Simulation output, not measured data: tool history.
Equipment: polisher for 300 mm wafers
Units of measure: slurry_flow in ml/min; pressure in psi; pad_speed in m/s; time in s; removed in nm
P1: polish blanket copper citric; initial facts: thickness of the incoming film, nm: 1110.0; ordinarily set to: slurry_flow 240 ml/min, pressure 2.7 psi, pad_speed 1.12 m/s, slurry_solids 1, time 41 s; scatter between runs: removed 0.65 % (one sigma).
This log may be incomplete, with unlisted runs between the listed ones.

{"run": 1, "day": 0.529, "slurry_flow": 240, "pressure": 2.7, "pad_speed": 1.12, "slurry_solids": 1, "time": 41, "removed": 98.966}
{"run": 2, "day": 1.05, "slurry_flow": 240, "pressure": 2.7, "pad_speed": 1.12, "slurry_solids": 1, "time": 63, "removed": 152.97}
{"run": 3, "day": 1.35, "slurry_flow": 240, "pressure": 2.7, "pad_speed": 1.12, "slurry_solids": 0.75, "time": 41, "removed": 93.086}
{"run": 4, "day": 1.958, "slurry_flow": 240, "pressure": 3.8, "pad_speed": 1.12, "slurry_solids": 1, "time": 54, "removed": 182.87}
{"run": 5, "day": 2.317, "slurry_flow": 240, "pressure": 1.5, "pad_speed": 1.12, "slurry_solids": 1, "time": 41, "removed": 56.569}
{"run": 6, "day": 2.875, "slurry_flow": 240, "pressure": 2.7, "pad_speed": 1.12, "slurry_solids": 1, "time": 41, "removed": 100.38}
{"run": 7, "day": 3.279, "slurry_flow": 240, "pressure": 2.7, "pad_speed": 1.12, "slurry_solids": 1, "time": 22, "removed": 52.961}
{"run": 8, "day": 3.575, "slurry_flow": 240, "pressure": 2.1, "pad_speed": 1.12, "slurry_solids": 1, "time": 51, "removed": 96.109}
{"run": 9, "day": 3.988, "slurry_flow": 240, "pressure": 2.7, "pad_speed": 1.12, "slurry_solids": 1, "time": 41, "removed": 99.638}
{"run": 10, "day": 4.354, "slurry_flow": 240, "pressure": 2.7, "pad_speed": 1.12, "slurry_solids": 1, "time": 41, "removed": 99.855}
{"run": 11, "day": 4.821, "slurry_flow": 240, "pressure": 2.7, "pad_speed": 1.68, "slurry_solids": 1, "time": 27, "removed": 96.424}
{"run": 12, "day": 5.317, "slurry_flow": 240, "pressure": 3.5, "pad_speed": 1.12, "slurry_solids": 1, "time": 41, "removed": 128.05}
{"run": 13, "day": 5.638, "slurry_flow": 145, "pressure": 2.7, "pad_speed": 1.12, "slurry_solids": 1, "time": 41, "removed": 92.652}
{"run": 14, "day": 6.25, "slurry_flow": 240, "pressure": 2.7, "pad_speed": 1.12, "slurry_solids": 1, "time": 41, "removed": 98.453}

Forecast run 15:
{"run": 15, "day": 6.642, "slurry_flow": 340, "pressure": 2.7, "pad_speed": 1.12, "slurry_solids": 1, "time": 41, "removed": "?"}

Run 15 yielded removed 103.32 nm.
